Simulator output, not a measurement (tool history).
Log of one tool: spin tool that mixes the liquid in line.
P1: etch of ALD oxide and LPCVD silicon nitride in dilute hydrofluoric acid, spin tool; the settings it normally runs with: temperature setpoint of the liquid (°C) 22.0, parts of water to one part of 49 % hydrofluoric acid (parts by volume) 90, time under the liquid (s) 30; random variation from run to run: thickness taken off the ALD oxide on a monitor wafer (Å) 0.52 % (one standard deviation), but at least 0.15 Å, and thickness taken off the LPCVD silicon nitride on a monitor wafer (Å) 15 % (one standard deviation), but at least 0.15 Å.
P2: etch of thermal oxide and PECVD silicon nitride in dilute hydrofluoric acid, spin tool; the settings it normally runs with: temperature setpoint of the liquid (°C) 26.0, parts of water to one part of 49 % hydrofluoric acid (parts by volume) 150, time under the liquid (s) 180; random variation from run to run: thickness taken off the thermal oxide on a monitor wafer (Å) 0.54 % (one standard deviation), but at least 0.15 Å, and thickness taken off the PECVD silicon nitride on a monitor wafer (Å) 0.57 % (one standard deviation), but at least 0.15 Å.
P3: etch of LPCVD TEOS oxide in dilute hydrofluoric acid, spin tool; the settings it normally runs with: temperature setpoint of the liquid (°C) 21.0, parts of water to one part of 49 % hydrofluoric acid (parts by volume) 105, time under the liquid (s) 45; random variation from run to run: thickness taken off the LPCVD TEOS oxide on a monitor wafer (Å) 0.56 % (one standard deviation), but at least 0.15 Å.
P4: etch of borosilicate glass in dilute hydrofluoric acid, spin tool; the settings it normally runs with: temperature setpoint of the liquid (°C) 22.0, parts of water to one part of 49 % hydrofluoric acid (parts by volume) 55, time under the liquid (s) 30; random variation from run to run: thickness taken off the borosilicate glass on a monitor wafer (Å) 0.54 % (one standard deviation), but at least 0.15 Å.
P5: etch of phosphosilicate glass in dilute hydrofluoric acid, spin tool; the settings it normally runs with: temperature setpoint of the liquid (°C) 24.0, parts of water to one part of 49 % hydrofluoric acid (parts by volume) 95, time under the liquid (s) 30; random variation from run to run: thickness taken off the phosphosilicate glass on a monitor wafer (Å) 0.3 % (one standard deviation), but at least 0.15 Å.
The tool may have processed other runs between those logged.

run   hour  process that ran  temperature setpoint of the liquid (°C)  parts of water to one part of 49 % hydrofluoric acid (parts by volume)  time under the liquid (s)  hours since the thermometer was replaced  hours since the hydrofluoric acid flow meter was replaced  thickness taken off the ALD oxide on a monitor wafer (Å)  thickness taken off the LPCVD silicon nitride on a monitor wafer (Å)  thickness taken off the phosphosilicate glass on a monitor wafer (Å)  thickness taken off the thermal oxide on a monitor wafer (Å)  thickness taken off the PECVD silicon nitride on a monitor wafer (Å)  thickness taken off the LPCVD TEOS oxide on a monitor wafer (Å)  thickness taken off the borosilicate glass on a monitor wafer (Å)
  1    6.2                P1                                     22.0                                                                      90                         30                                     409.9                                                      173.9                                                   105.990                                                               1.74280
  2   11.5                P5                                     24.0                                                                      95                         30                                     415.2                                                      179.2                                                                                                                                                                                                368.07
  3   15.7                P2                                     26.0                                                                     150                        180                                     419.4                                                      183.4                                                                                                                                                                                                                                                              57.051                                                                45.530
  4   21.1                P5                                     17.0                                                                      95                         30                                     424.8                                                      188.8                                                                                                                                                                                                275.02
  5   25.1                P3                                     21.0                                                                     105                         45                                     428.8                                                      192.8                                                                                                                                                                                                                                                                                                                                                                                                     96.732
  6   29.9                P1                                     22.0                                                                      35                         15                                     433.6                                                      197.6                                                   145.580                                                               2.18570
  7   34.3                P4                                     27.0                                                                      55                         30                                     438.0                                                      202.0                                                                                                                                                                                                                                                                                                                                                                                                                                                                       143.400
  8   40.5                P1                                     22.0                                                                      90                         60                                     444.2                                                      208.2                                                   211.720                                                               2.89850
  9   45.5                P1                                     17.0                                                                      90                         30                                     449.2                                                      213.2                                                    86.177                                                               1.54850
 10   51.4                P2                                     26.0                                                                     260                        180                                     455.1                                                      219.1                                                                                                                                                                                                                                                              29.218                                                                26.627
 11   54.5                P1                                     22.0                                                                      90                         30                                     458.2                                                      222.2                                                   105.450                                                               1.99740
 12   61.1                P1                                     22.0                                                                      90                         30                                     464.8                                                      228.8                                                   105.600                                                               2.29240
 13   65.4                P3                                     21.0                                                                     105                         15                                     469.1                                                      233.1                                                                                                                                                                                                                                                                                                                                                                                                     32.164
 14   72.0                P1                                     22.0                                                                      90                         30                                     475.7                                                      239.7                                                   106.420                                                               2.21630
 15   76.1                P4                                     22.0                                                                     100                         30                                     479.8                                                      243.8                                                                                                                                                                                                                                                                                                                                                                                                                                                                        60.840
 16   79.3                P2                                     26.0                                                                     150                        180                                     483.0                                                      247.0                                                                                                                                                                                                                                                              57.782                                                                45.810
 17   84.6                P5                                     24.0                                                                      95                         65                                     488.3                                                      252.3                                                                                                                                                                                                799.16
 18   90.4                P2                                     33.0                                                                     150                        180                                     494.1                                                      258.1                                                                                                                                                                                                                                                              73.458                                                                70.090
 19   94.5                P3                                     21.0                                                                     145                         45                                     498.2                                                      262.2                                                                                                                                                                                                                                                                                                                                                                                                     67.410
 20   99.8                P3                                     28.5                                                                     105                         45                                     503.5                                                      267.5                                                                                                                                                                                                                                                                                                                                                                                                    132.090
 21  106.5                P5                                     24.0                                                                     135                         30                                     510.2                                                      274.2                                                                                                                                                                                                245.82
 22  112.4                P1                                     22.0                                                                     150                         30                                     516.1                                                      280.1                                                    59.355                                                               0.97692
 23  118.7                P1                                     22.0                                                                      50                         30                                     522.4                                                      286.4                                                   199.540                                                               3.99930
 24  125.1                P1                                     22.0                                                                      90                         30                                     528.8                                                      292.8                                                   106.610                                                               1.70470
 25  130.2                P2                                     26.0                                                                     150                         80                                     533.9                                                      297.9                                                                                                                                                                                                                                                              25.735                                                                20.186
 26  133.5                P4                                     22.0                                                                      55                         15                                     537.2                                                      301.2                                                                                                                                                                                                                                                                                                                                                                                                                                                                        57.747
 27  138.3                P1                                     29.0                                                                      90                         30                                     542.0                                                      306.0                                                   140.110                                                               2.50720
 28  144.6                P4                                     22.0                                                                      55                         30                                     548.3                                                      312.3                                                                                                                                                                                                                                                                                                                                                                                                                                                                       115.510
 29  150.9                P1                                     22.0                                                                      90                         15                                     554.6                                                      318.6                                                    52.938                                                               0.68931
 30  155.4                P1                                     22.0                                                                      90                         30                                     559.1                                                      323.1                                                   107.140                                                               1.78570
 31  160.9                P1                                     22.0                                                                      90                         30                                     564.6                                                      328.6                                                   105.530                                                               2.17350
 32  164.8                P1                                     22.0                                                                      90                         30                                     568.5                                                      332.5                                                   109.110                                                               1.56980
 33  170.4                P1                                     22.0                                                                      90                         30                                     574.1                                                      338.1                                                   110.910                                                               1.61460
 34  174.6                P1                                     22.0                                                                      90                         30                                     578.3                                                      342.3                                                   111.370                                                               2.10380
 35  179.1                P1                                     22.0                                                                      90                         30                                     582.8                                                      346.8                                                   113.240                                                               1.39570
 36  184.0                P1                                     22.0                                                                      90                         30                                     587.7                                                      351.7                                                   112.960                                                               1.43840
 37  190.0                P1                                     22.0                                                                      90                         30                                     593.7                                                      357.7                                                   113.580                                                               2.04740
 38  195.5                P1                                     22.0                                                                      90                         30                                     599.2                                                      363.2                                                   114.760                                                               1.70400
 39  198.5                P1                                     22.0                                                                      90                         30                                     602.2                                                      366.2                                                   113.990                                                               2.22490
 40  201.6                P1                                     22.0                                                                      90                         30                                     605.3                                                      369.3                                                   113.800                                                               1.61210

The output of P1 has drifted from where it used to be. Each of the 2 causes below, taken at the size shown beside it, accounts for the log equally well:
A: liquid hotter than its thermometer reads (K) = 1.86
B: hydrofluoric acid flow above the setpoint (%) = 6.98
The process output started creeping at around hour 160.9.

Below are 4 check runs, each on a single wafer, with their results shown as question marks. Which of them would tell the listed causes apart, meaning the causes would give clearly different results under it?
check 1  204.7                P2                                     26.0                                                                     150                        180                                                                                                                                                                                                                                                                                                                                                                        ?                                                                     ?
check 2  204.7                P4                                     22.0                                                                      55                         30                                                                                                                                                                                                                                                                                                                                                                                                                                                                                                                                                                                  ?
check 3  204.7                P5                                     24.0                                                                      95                         30                                                                                                                                                                                                                                                                                                          ?
check 4  204.7                P3                                     21.0                                                                     105                         45                                                                                                                                                                                                                                                                                                                                                                                                                                                                                                               ?

Expected result of each check under each candidate cause:
  check                                                                result     if A     if B
check 1          thickness taken off the thermal oxide on a monitor wafer (Å)   61.459   62.094
check 1  thickness taken off the PECVD silicon nitride on a monitor wafer (Å)   51.318   48.832
check 2     thickness taken off the borosilicate glass on a monitor wafer (Å)  125.260  124.650
check 3  thickness taken off the phosphosilicate glass on a monitor wafer (Å)   395.35   396.08
check 4       thickness taken off the LPCVD TEOS oxide on a monitor wafer (Å)  105.110  105.160
How far apart the two closest causes lie, in the result that separates them most: check 1 4.97 %; check 2 0.49 %; check 3 0.19 %; check 4 0.05 %
Of the check runs offered, only check 1 discriminates between the causes; the rest would read about the same regardless of which cause applies.

Here is what check 1 returned: thickness taken off the thermal oxide on a monitor wafer (Å) 61.653; thickness taken off the PECVD silicon nitride on a monitor wafer (Å) 48.811. Which cause is it?

Of the candidate causes, it is B: hydrofluoric acid flow above the setpoint (%).

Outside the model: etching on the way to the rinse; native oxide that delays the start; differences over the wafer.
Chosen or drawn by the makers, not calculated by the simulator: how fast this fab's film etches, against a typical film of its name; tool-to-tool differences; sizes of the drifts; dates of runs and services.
